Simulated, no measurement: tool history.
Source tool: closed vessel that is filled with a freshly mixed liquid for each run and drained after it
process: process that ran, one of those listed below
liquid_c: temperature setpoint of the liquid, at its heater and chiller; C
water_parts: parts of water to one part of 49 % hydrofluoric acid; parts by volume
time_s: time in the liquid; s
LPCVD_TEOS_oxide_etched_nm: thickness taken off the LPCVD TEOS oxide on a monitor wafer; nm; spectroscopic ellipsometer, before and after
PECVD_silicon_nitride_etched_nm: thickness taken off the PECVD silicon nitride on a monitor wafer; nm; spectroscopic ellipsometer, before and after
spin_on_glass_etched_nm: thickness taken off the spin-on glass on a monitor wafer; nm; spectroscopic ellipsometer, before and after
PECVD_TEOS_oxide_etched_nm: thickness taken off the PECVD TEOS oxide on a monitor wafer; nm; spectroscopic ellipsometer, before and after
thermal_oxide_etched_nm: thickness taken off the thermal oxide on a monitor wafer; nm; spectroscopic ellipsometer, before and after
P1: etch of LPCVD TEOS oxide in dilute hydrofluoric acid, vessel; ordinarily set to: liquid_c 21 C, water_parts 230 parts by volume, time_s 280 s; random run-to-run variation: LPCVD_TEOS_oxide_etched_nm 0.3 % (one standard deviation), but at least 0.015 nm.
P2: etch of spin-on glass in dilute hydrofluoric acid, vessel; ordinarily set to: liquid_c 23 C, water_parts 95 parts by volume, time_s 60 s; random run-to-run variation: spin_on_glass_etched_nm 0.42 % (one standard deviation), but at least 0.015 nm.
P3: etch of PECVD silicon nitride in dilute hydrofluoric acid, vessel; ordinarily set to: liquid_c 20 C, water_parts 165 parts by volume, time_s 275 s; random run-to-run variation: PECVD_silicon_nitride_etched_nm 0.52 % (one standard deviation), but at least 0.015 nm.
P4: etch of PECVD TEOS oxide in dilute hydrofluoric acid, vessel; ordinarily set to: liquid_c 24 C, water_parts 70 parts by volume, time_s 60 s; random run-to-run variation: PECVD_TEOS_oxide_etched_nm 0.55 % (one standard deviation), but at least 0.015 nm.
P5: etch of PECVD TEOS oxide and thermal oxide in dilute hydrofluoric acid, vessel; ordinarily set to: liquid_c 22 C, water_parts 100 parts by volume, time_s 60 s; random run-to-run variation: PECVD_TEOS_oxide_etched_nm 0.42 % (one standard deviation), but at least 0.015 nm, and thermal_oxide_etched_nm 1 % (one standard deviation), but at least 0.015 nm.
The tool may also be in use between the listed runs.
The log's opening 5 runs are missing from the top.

| run | hour | process | liquid_c | water_parts | time_s | hours since the thermometer was replaced | hours since the hydrofluoric acid flow meter was replaced | LPCVD_TEOS_oxide_etched_nm | PECVD_silicon_nitride_etched_nm | spin_on_glass_etched_nm | PECVD_TEOS_oxide_etched_nm | thermal_oxide_etched_nm |
|---|---|---|---|---|---|---|---|---|---|---|---|---|
| 6 | 49.8 | P1 | 21 | 400 | 280 | 259.2 | 309.4 | 16.117 |  |  |  |  |
| 7 | 56.7 | P4 | 24 | 70 | 115 | 266.1 | 316.3 |  |  |  | 38.951 |  |
| 8 | 65.5 | P1 | 21 | 230 | 280 | 274.9 | 325.1 | 32.933 |  |  |  |  |
| 9 | 76.4 | P5 | 22 | 100 | 60 | 285.8 | 336 |  |  |  | 9.4876 | 2.5872 |
| 10 | 83.5 | P1 | 27.5 | 230 | 470 | 292.9 | 343.1 | 69.871 |  |  |  |  |
| 11 | 91.1 | P5 | 22 | 60 | 60 | 300.5 | 350.7 |  |  |  | 16.641 | 4.5345 |
| 12 | 98.1 | P1 | 17 | 230 | 280 | 307.5 | 357.7 | 28.319 |  |  |  |  |
| 13 | 103.5 | P5 | 30 | 100 | 60 | 312.9 | 363.1 |  |  |  | 13.089 | 3.516 |
| 14 | 110.9 | P1 | 21 | 135 | 130 | 320.3 | 370.5 | 28.661 |  |  |  |  |
| 15 | 118.6 | P5 | 22 | 100 | 120 | 328 | 378.2 |  |  |  | 19.115 | 5.1872 |
| 16 | 128.6 | P1 | 21 | 230 | 280 | 338 | 388.2 | 32.796 |  |  |  |  |
| 17 | 133.8 | P1 | 21 | 230 | 280 | 343.2 | 393.4 | 32.884 |  |  |  |  |
| 18 | 143.1 | P3 | 20 | 165 | 90 | 352.5 | 402.7 |  | 1.7587 |  |  |  |
| 19 | 152.9 | P2 | 23 | 95 | 110 | 362.3 | 412.5 |  |  | 40.594 |  |  |
| 20 | 161.9 | P4 | 24 | 70 | 60 | 371.3 | 421.5 |  |  |  | 20.356 |  |
| 21 | 172 | P1 | 24.5 | 230 | 280 | 381.4 | 431.6 | 37.502 |  |  |  |  |
| 22 | 182.6 | P1 | 21 | 60 | 280 | 392 | 442.2 | 151 |  |  |  |  |
| 23 | 189.1 | P4 | 24 | 125 | 60 | 398.5 | 448.7 |  |  |  | 10.498 |  |

Predict the results of run 24:
| 24 | 198.2 | P1 | 21 | 230 | 145 | 407.6 | 457.8 | ? |  |  |  |  |

Run 24 came out at LPCVD_TEOS_oxide_etched_nm 17.073 nm.
